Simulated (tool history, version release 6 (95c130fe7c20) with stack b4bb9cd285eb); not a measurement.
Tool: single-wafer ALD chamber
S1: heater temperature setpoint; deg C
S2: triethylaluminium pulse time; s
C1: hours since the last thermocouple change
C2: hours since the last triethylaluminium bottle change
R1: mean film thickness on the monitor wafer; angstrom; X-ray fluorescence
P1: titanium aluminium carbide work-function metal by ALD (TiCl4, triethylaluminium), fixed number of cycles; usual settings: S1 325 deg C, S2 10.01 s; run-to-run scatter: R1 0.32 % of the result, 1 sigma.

run 1 hour=10.8 | S1=325 S2=10.01 | C1=1466.2 C2=1429 | R1=22.258
run 2 hour=21.2 | S1=325 S2=10.01 | C1=1476.6 C2=1439.4 | R1=22.295
run 3 hour=29.6 | S1=350 S2=10.01 | C1=1485 C2=1447.8 | R1=24.449
run 4 hour=42.4 | S1=325 S2=3.58 | C1=1497.8 C2=1460.6 | R1=16.319
run 5 hour=50.3 | S1=337 S2=16.39 | C1=1505.7 C2=1468.5 | R1=23.983
run 6 hour=62.1 | S1=339 S2=15.33 | C1=1517.5 C2=1480.3 | R1=24.064
run 7 hour=73.8 | S1=325 S2=10.01 | C1=1529.2 C2=1492 | R1=22.202
run 8 hour=79.7 | S1=325 S2=10.01 | C1=1535.1 C2=1497.9 | R1=22.155
run 9 hour=85.6 | S1=325 S2=10.01 | C1=1541 C2=1503.8 | R1=22.19
run 10 hour=93.6 | S1=348 S2=5.08 | C1=1549 C2=1511.8 | R1=20.688
run 11 hour=106.5 | S1=302 S2=10.01 | C1=1561.9 C2=1524.7 | R1=20.136
run 12 hour=116.6 | S1=325 S2=16.22 | C1=1572 C2=1534.8 | R1=22.818
run 13 hour=122.4 | S1=325 S2=10.01 | C1=1577.8 C2=1540.6 | R1=22.114
run 14 hour=132.9 | S1=325 S2=10.01 | C1=1588.3 C2=1551.1 | R1=22.117
run 15 hour=142.8 | S1=325 S2=10.01 | C1=1598.2 C2=1561 | R1=22.075
run 16 hour=155.1 | S1=325 S2=10.01 | C1=1610.5 C2=1573.3 | R1=22.012
run 17 hour=167 | S1=325 S2=10.01 | C1=1622.4 C2=1585.2 | R1=21.993
run 18 hour=176.6 | S1=325 S2=10.01 | C1=1632 C2=1594.8 | R1=21.871
run 19 hour=187.1 | S1=325 S2=10.01 | C1=1642.5 C2=1605.3 | R1=21.886
run 20 hour=195.1 | S1=325 S2=10.01 | C1=1650.5 C2=1613.3 | R1=21.897
run 21 hour=202.1 | S1=325 S2=10.01 | C1=1657.5 C2=1620.3 | R1=21.827
run 22 hour=212.5 | S1=325 S2=10.01 | C1=1667.9 C2=1630.7 | R1=21.799
run 23 hour=220.4 | S1=325 S2=10.01 | C1=1675.8 C2=1638.6 | R1=21.93

Run 24 comes next. What will it give?
run 24 hour=230.5 | S1=325 S2=10.01 | C1=1685.9 C2=1648.7 | R1=?

Run 24 gave R1 21.727 angstrom.
